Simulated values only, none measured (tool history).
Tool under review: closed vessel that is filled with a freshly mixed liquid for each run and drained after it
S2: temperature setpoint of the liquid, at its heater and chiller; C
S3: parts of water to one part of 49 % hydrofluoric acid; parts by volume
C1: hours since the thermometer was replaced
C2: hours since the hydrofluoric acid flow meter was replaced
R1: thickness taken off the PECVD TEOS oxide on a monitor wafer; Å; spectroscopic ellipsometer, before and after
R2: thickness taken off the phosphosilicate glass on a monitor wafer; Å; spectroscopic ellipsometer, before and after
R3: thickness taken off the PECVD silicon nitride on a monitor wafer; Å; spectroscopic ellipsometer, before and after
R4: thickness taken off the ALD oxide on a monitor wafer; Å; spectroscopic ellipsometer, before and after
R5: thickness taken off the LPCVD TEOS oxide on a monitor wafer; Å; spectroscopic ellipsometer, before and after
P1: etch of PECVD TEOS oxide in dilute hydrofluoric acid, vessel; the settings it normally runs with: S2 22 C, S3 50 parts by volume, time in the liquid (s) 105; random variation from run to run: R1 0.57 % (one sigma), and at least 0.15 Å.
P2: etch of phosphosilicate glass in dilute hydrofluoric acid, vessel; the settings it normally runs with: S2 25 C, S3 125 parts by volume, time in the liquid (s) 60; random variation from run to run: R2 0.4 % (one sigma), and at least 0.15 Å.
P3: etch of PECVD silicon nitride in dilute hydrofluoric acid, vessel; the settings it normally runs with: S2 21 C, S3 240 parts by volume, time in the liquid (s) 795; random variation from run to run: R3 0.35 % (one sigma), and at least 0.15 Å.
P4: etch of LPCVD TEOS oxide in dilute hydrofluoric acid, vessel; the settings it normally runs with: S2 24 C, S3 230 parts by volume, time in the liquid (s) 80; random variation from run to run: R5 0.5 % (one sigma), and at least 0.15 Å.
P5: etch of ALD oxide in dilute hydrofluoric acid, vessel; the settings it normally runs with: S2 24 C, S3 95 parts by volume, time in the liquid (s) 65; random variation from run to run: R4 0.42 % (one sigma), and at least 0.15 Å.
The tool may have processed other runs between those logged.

{"run": 1, "hour": 6.8, "process that ran": "P1", "S2": 22, "S3": 50, "time in the liquid (s)": 105, "C1": 1093.9, "C2": 354.8, "R1": 383.32}
{"run": 2, "hour": 15.0, "process that ran": "P2", "S2": 30, "S3": 125, "time in the liquid (s)": 60, "C1": 1102.1, "C2": 363, "R2": 843.75}
{"run": 3, "hour": 22.5, "process that ran": "P2", "S2": 25, "S3": 125, "time in the liquid (s)": 30, "C1": 1109.6, "C2": 370.5, "R2": 349.62}
{"run": 4, "hour": 29.2, "process that ran": "P2", "S2": 25, "S3": 25, "time in the liquid (s)": 60, "C1": 1116.3, "C2": 377.2, "R2": 3980.3}
{"run": 5, "hour": 38.0, "process that ran": "P1", "S2": 22, "S3": 50, "time in the liquid (s)": 105, "C1": 1125.1, "C2": 386, "R1": 383.95}
{"run": 6, "hour": 44.4, "process that ran": "P3", "S2": 21, "S3": 240, "time in the liquid (s)": 400, "C1": 1131.5, "C2": 392.4, "R3": 81.421}
{"run": 7, "hour": 50.6, "process that ran": "P1", "S2": 22, "S3": 70, "time in the liquid (s)": 190, "C1": 1137.7, "C2": 398.6, "R1": 477.37}
{"run": 8, "hour": 56.1, "process that ran": "P1", "S2": 22, "S3": 50, "time in the liquid (s)": 105, "C1": 1143.2, "C2": 404.1, "R1": 383.3}
{"run": 9, "hour": 65.0, "process that ran": "P1", "S2": 22, "S3": 50, "time in the liquid (s)": 30, "C1": 1152.1, "C2": 413, "R1": 109.42}
{"run": 10, "hour": 70.0, "process that ran": "P1", "S2": 27.5, "S3": 50, "time in the liquid (s)": 105, "C1": 1157.1, "C2": 418, "R1": 479.33}
{"run": 11, "hour": 76.6, "process that ran": "P1", "S2": 22, "S3": 75, "time in the liquid (s)": 105, "C1": 1163.7, "C2": 424.6, "R1": 250.52}
{"run": 12, "hour": 85.6, "process that ran": "P3", "S2": 21, "S3": 240, "time in the liquid (s)": 795, "C1": 1172.7, "C2": 433.6, "R3": 161.46}
{"run": 13, "hour": 92.6, "process that ran": "P5", "S2": 24, "S3": 20, "time in the liquid (s)": 65, "C1": 1179.7, "C2": 440.6, "R4": 525.94}
{"run": 14, "hour": 101.0, "process that ran": "P1", "S2": 22, "S3": 50, "time in the liquid (s)": 105, "C1": 1188.1, "C2": 449, "R1": 381.27}
{"run": 15, "hour": 110.3, "process that ran": "P2", "S2": 25, "S3": 125, "time in the liquid (s)": 60, "C1": 1197.4, "C2": 458.3, "R2": 700.1}
{"run": 16, "hour": 114.9, "process that ran": "P1", "S2": 17, "S3": 75, "time in the liquid (s)": 105, "C1": 1202, "C2": 462.9, "R1": 200.8}
{"run": 17, "hour": 120.6, "process that ran": "P3", "S2": 26, "S3": 240, "time in the liquid (s)": 795, "C1": 1207.7, "C2": 468.6, "R3": 221.01}
{"run": 18, "hour": 128.0, "process that ran": "P5", "S2": 24, "S3": 95, "time in the liquid (s)": 30, "C1": 1215.1, "C2": 476, "R4": 46.03}
{"run": 19, "hour": 132.7, "process that ran": "P5", "S2": 19, "S3": 95, "time in the liquid (s)": 65, "C1": 1219.8, "C2": 480.7, "R4": 81.822}
{"run": 20, "hour": 136.8, "process that ran": "P1", "S2": 22, "S3": 50, "time in the liquid (s)": 105, "C1": 1223.9, "C2": 484.8, "R1": 383.24}
{"run": 21, "hour": 146.1, "process that ran": "P4", "S2": 24, "S3": 230, "time in the liquid (s)": 150, "C1": 1233.2, "C2": 494.1, "R5": 193.15}
{"run": 22, "hour": 155.2, "process that ran": "P3", "S2": 21, "S3": 95, "time in the liquid (s)": 795, "C1": 1242.3, "C2": 503.2, "R3": 400.03}
{"run": 23, "hour": 160.6, "process that ran": "P1", "S2": 22, "S3": 50, "time in the liquid (s)": 105, "C1": 1247.7, "C2": 508.6, "R1": 383.54}
{"run": 24, "hour": 170.1, "process that ran": "P1", "S2": 22, "S3": 50, "time in the liquid (s)": 200, "C1": 1257.2, "C2": 518.1, "R1": 739.3}
{"run": 25, "hour": 176.3, "process that ran": "P4", "S2": 27.5, "S3": 230, "time in the liquid (s)": 80, "C1": 1263.4, "C2": 524.3, "R5": 115.62}
{"run": 26, "hour": 183.7, "process that ran": "P2", "S2": 25, "S3": 125, "time in the liquid (s)": 60, "C1": 1270.8, "C2": 531.7, "R2": 696.37}
{"run": 27, "hour": 188.1, "process that ran": "P4", "S2": 24, "S3": 230, "time in the liquid (s)": 80, "C1": 1275.2, "C2": 536.1, "R5": 101.69}
{"run": 28, "hour": 195.5, "process that ran": "P4", "S2": 24, "S3": 230, "time in the liquid (s)": 80, "C1": 1282.6, "C2": 543.5, "R5": 101.92}
{"run": 29, "hour": 202.4, "process that ran": "P1", "S2": 17, "S3": 50, "time in the liquid (s)": 105, "C1": 1289.5, "C2": 550.4, "R1": 309.06}
{"run": 30, "hour": 210.4, "process that ran": "P1", "S2": 22, "S3": 25, "time in the liquid (s)": 30, "C1": 1297.5, "C2": 558.4, "R1": 226.97}
{"run": 31, "hour": 217.8, "process that ran": "P5", "S2": 24, "S3": 95, "time in the liquid (s)": 65, "C1": 1304.9, "C2": 565.8, "R4": 99.861}
{"run": 32, "hour": 226.8, "process that ran": "P4", "S2": 24, "S3": 75, "time in the liquid (s)": 80, "C1": 1313.9, "C2": 574.8, "R5": 375.47}
{"run": 33, "hour": 231.3, "process that ran": "P1", "S2": 22, "S3": 30, "time in the liquid (s)": 105, "C1": 1318.4, "C2": 579.3, "R1": 657.2}
{"run": 34, "hour": 236.8, "process that ran": "P1", "S2": 22, "S3": 50, "time in the liquid (s)": 105, "C1": 1323.9, "C2": 584.8, "R1": 382.81}
{"run": 35, "hour": 243.4, "process that ran": "P1", "S2": 22, "S3": 50, "time in the liquid (s)": 105, "C1": 1330.5, "C2": 591.4, "R1": 370.85}
{"run": 36, "hour": 252.2, "process that ran": "P1", "S2": 22, "S3": 50, "time in the liquid (s)": 105, "C1": 1339.3, "C2": 600.2, "R1": 360.4}
{"run": 37, "hour": 256.5, "process that ran": "P1", "S2": 22, "S3": 50, "time in the liquid (s)": 105, "C1": 1343.6, "C2": 604.5, "R1": 354.78}
{"run": 38, "hour": 262.4, "process that ran": "P1", "S2": 22, "S3": 50, "time in the liquid (s)": 105, "C1": 1349.5, "C2": 610.4, "R1": 355.19}
{"run": 39, "hour": 270.9, "process that ran": "P1", "S2": 22, "S3": 50, "time in the liquid (s)": 105, "C1": 1358, "C2": 618.9, "R1": 352.39}
{"run": 40, "hour": 277.2, "process that ran": "P1", "S2": 22, "S3": 50, "time in the liquid (s)": 105, "C1": 1364.3, "C2": 625.2, "R1": 350.42}
{"run": 41, "hour": 282.7, "process that ran": "P1", "S2": 22, "S3": 50, "time in the liquid (s)": 105, "C1": 1369.8, "C2": 630.7, "R1": 349.7}
{"run": 42, "hour": 289.6, "process that ran": "P1", "S2": 22, "S3": 50, "time in the liquid (s)": 105, "C1": 1376.7, "C2": 637.6, "R1": 349.83}
{"run": 43, "hour": 295.1, "process that ran": "P1", "S2": 22, "S3": 50, "time in the liquid (s)": 105, "C1": 1382.2, "C2": 643.1, "R1": 350.04}

P1 has crept away from where it was. The log is fitted equally well by each of these 2 causes, at the sizes shown:
A: liquid colder than its thermometer reads (K) = 2.21
B: hydrofluoric acid flow below the setpoint (%) = 8.35
Onset of the creep was near hour 236.8.

The check runs listed below each take one wafer, and their results are still question marks. Under which run would the listed causes lead to clearly different results?
{"run": "check 1", "hour": 300.6, "process that ran": "P3", "S2": 21, "S3": 105, "time in the liquid (s)": 440, "R3": "?"}
{"run": "check 2", "hour": 300.6, "process that ran": "P4", "S2": 27, "S3": 95, "time in the liquid (s)": 80, "R5": "?"}
{"run": "check 3", "hour": 300.6, "process that ran": "P5", "S2": 24, "S3": 25, "time in the liquid (s)": 65, "R4": "?"}
{"run": "check 4", "hour": 300.6, "process that ran": "P2", "S2": 28.5, "S3": 35, "time in the liquid (s)": 60, "R2": "?"}

What every check run would give for each of its results, assuming each possible cause in turn:
check=check_1 result=R3 if_A=172.38 if_B=183.94
check=check_2 result=R5 if_A=297.39 if_B=293.77
check=check_3 result=R4 if_A=379.3 if_B=380.54
check=check_4 result=R2 if_A=2951.5 if_B=2944.8
Gap, in per cent, between the two causes that each check separates least, read from the result that separates them most: check 1 6.49 %; check 2 1.23 %; check 3 0.33 %; check 4 0.23 %
The causes can be told apart only by check 1. The other checks would give nearly the same results under each of them.

With check 1 done, the readings were: R3 172.14 Å. Identify which of the listed causes applies.

It is A: liquid colder than its thermometer reads (K).

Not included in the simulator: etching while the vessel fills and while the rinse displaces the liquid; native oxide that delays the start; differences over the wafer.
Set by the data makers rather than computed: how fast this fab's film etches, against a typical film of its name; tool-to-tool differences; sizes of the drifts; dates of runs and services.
